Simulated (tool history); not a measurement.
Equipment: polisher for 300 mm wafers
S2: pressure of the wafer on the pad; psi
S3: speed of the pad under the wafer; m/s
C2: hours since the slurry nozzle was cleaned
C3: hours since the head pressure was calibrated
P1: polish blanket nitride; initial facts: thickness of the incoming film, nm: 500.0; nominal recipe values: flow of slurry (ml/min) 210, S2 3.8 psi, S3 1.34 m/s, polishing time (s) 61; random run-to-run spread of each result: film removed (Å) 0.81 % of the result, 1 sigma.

run 1 day=0.258 | flow_of_slurry_(ml/min)=210 S2=3.8 S3=1.34 polishing_time_(s)=61 | wafers_polished_on_this_pad=232 C2=204.6 C3=632.5 | film_removed_(Å)=1188.60
run 2 day=0.546 | flow_of_slurry_(ml/min)=210 S2=3.8 S3=1.34 polishing_time_(s)=61 | wafers_polished_on_this_pad=301 C2=211.5 C3=639.4 | film_removed_(Å)=1193.40
run 3 day=0.983 | flow_of_slurry_(ml/min)=210 S2=3.8 S3=1.34 polishing_time_(s)=87 | wafers_polished_on_this_pad=408 C2=222.0 C3=649.9 | film_removed_(Å)=1728.90
run 4 day=1.371 | flow_of_slurry_(ml/min)=210 S2=3.8 S3=1.34 polishing_time_(s)=61 | wafers_polished_on_this_pad=502 C2=231.3 C3=659.2 | film_removed_(Å)=1191.40
run 5 day=1.662 | flow_of_slurry_(ml/min)=210 S2=4.8 S3=1.34 polishing_time_(s)=61 | wafers_polished_on_this_pad=573 C2=238.3 C3=666.2 | film_removed_(Å)=1525.10
run 6 day=1.938 | flow_of_slurry_(ml/min)=210 S2=3.8 S3=1.34 polishing_time_(s)=61 | wafers_polished_on_this_pad=640 C2=244.9 C3=672.8 | film_removed_(Å)=1213.00
run 7 day=2.383 | flow_of_slurry_(ml/min)=325 S2=3.8 S3=1.34 polishing_time_(s)=61 | wafers_polished_on_this_pad=748 C2=255.6 C3=683.5 | film_removed_(Å)=1247.70
run 8 day=2.842 | flow_of_slurry_(ml/min)=210 S2=3.8 S3=2.02 polishing_time_(s)=61 | wafers_polished_on_this_pad=860 C2=266.6 C3=694.5 | film_removed_(Å)=1664.50
run 9 day=3.133 | flow_of_slurry_(ml/min)=125 S2=5.8 S3=1.34 polishing_time_(s)=61 | wafers_polished_on_this_pad=931 C2=273.6 C3=701.5 | film_removed_(Å)=1685.30
run 10 day=3.396 | flow_of_slurry_(ml/min)=210 S2=3.8 S3=1.34 polishing_time_(s)=27 | wafers_polished_on_this_pad=994 C2=279.9 C3=707.8 | film_removed_(Å)=526.88
run 11 day=3.629 | flow_of_slurry_(ml/min)=210 S2=3.8 S3=1.34 polishing_time_(s)=61 | wafers_polished_on_this_pad=1051 C2=285.5 C3=713.4 | film_removed_(Å)=1199.70
run 12 day=3.971 | flow_of_slurry_(ml/min)=210 S2=3.8 S3=0.60 polishing_time_(s)=61 | wafers_polished_on_this_pad=1134 C2=293.7 C3=721.6 | film_removed_(Å)=624.81
run 13 day=4.212 | flow_of_slurry_(ml/min)=210 S2=2.3 S3=1.34 polishing_time_(s)=61 | wafers_polished_on_this_pad=1193 C2=299.5 C3=727.4 | film_removed_(Å)=722.20
run 14 day=4.417 | flow_of_slurry_(ml/min)=155 S2=3.8 S3=1.34 polishing_time_(s)=61 | wafers_polished_on_this_pad=1243 C2=304.4 C3=732.3 | film_removed_(Å)=1150.10
run 15 day=4.754 | flow_of_slurry_(ml/min)=210 S2=3.8 S3=1.34 polishing_time_(s)=61 | wafers_polished_on_this_pad=1325 C2=312.5 C3=740.4 | film_removed_(Å)=1199.20
run 16 day=5.212 | flow_of_slurry_(ml/min)=210 S2=3.8 S3=1.34 polishing_time_(s)=61 | wafers_polished_on_this_pad=1436 C2=323.5 C3=751.4 | film_removed_(Å)=1154.60
run 17 day=5.579 | flow_of_slurry_(ml/min)=210 S2=3.8 S3=1.34 polishing_time_(s)=61 | wafers_polished_on_this_pad=1525 C2=332.3 C3=760.2 | film_removed_(Å)=1144.90
run 18 day=6.025 | flow_of_slurry_(ml/min)=210 S2=3.8 S3=1.34 polishing_time_(s)=61 | wafers_polished_on_this_pad=1634 C2=343.0 C3=770.9 | film_removed_(Å)=1116.40
run 19 day=6.371 | flow_of_slurry_(ml/min)=210 S2=3.8 S3=1.34 polishing_time_(s)=61 | wafers_polished_on_this_pad=1718 C2=351.3 C3=779.2 | film_removed_(Å)=1111.60
run 20 day=6.675 | flow_of_slurry_(ml/min)=210 S2=3.8 S3=1.34 polishing_time_(s)=61 | wafers_polished_on_this_pad=1792 C2=358.6 C3=786.5 | film_removed_(Å)=1104.80
run 21 day=6.933 | flow_of_slurry_(ml/min)=210 S2=3.8 S3=1.34 polishing_time_(s)=61 | wafers_polished_on_this_pad=1854 C2=364.8 C3=792.7 | film_removed_(Å)=1127.20
run 22 day=7.254 | flow_of_slurry_(ml/min)=210 S2=3.8 S3=1.34 polishing_time_(s)=61 | wafers_polished_on_this_pad=1932 C2=372.5 C3=800.4 | film_removed_(Å)=1118.30
-- day=7.362 head pressure recalibrated
run 23 day=7.458 | flow_of_slurry_(ml/min)=210 S2=3.8 S3=1.34 polishing_time_(s)=61 | wafers_polished_on_this_pad=1982 C2=377.4 C3=2.4 | film_removed_(Å)=1100.30
run 24 day=7.854 | flow_of_slurry_(ml/min)=210 S2=3.8 S3=1.34 polishing_time_(s)=61 | wafers_polished_on_this_pad=2078 C2=386.9 C3=11.9 | film_removed_(Å)=1089.70
run 25 day=8.267 | flow_of_slurry_(ml/min)=210 S2=3.8 S3=1.34 polishing_time_(s)=61 | wafers_polished_on_this_pad=2179 C2=396.8 C3=21.8 | film_removed_(Å)=1123.70

The output of P1 has drifted from where it used to be. Each of the 2 causes below, taken at the size shown beside it, accounts for the log equally well:
A: slurry flow missing at the pad, % = 38
B: removal rate lost through wear of the pad, % = 7.3
Onset of the creep was near day 4.754.
All other causes, with the reason each is excluded:
head's pressure below its setpoint, %: maintenance at day 7.362, after the shift began, did not return the process to its former output

Consider the 4 check runs below, whose results appear as question marks and each of which averages 5 wafers. Which one distinguishes the causes, in that each cause would give it a clearly different result?
run check 1 day=8.679 | flow_of_slurry_(ml/min)=210 S2=3.8 S3=0.88 polishing_time_(s)=61 | film_removed_(Å)=?
run check 2 day=8.679 | flow_of_slurry_(ml/min)=210 S2=3.8 S3=1.84 polishing_time_(s)=29 | film_removed_(Å)=?
run check 3 day=8.679 | flow_of_slurry_(ml/min)=325 S2=3.8 S3=1.34 polishing_time_(s)=79 | film_removed_(Å)=?
run check 4 day=8.679 | flow_of_slurry_(ml/min)=210 S2=3.8 S3=1.90 polishing_time_(s)=86 | film_removed_(Å)=?

Predicted outcomes, by check and by cause:
check=check_1 result=film_removed_(Å) if_A=790.68 if_B=790.64
check=check_2 result=film_removed_(Å) if_A=678.17 if_B=678.13
check=check_3 result=film_removed_(Å) if_A=1538.10 if_B=1499.30
check=check_4 result=film_removed_(Å) if_A=2063.40 if_B=2063.30
Minimum pairwise separation of causes per check, each pair taken at its best-separating result: check 1 0.01 %; check 2 0.01 %; check 3 2.56 %; check 4 0.01 %
Check 3 tells the causes apart: in the others they would give nearly the same result.

Check 3 has now been run. It gave: film removed (Å) 1497.00. Which of the candidate causes is it?

B is the cause: removal rate lost through wear of the pad, %.
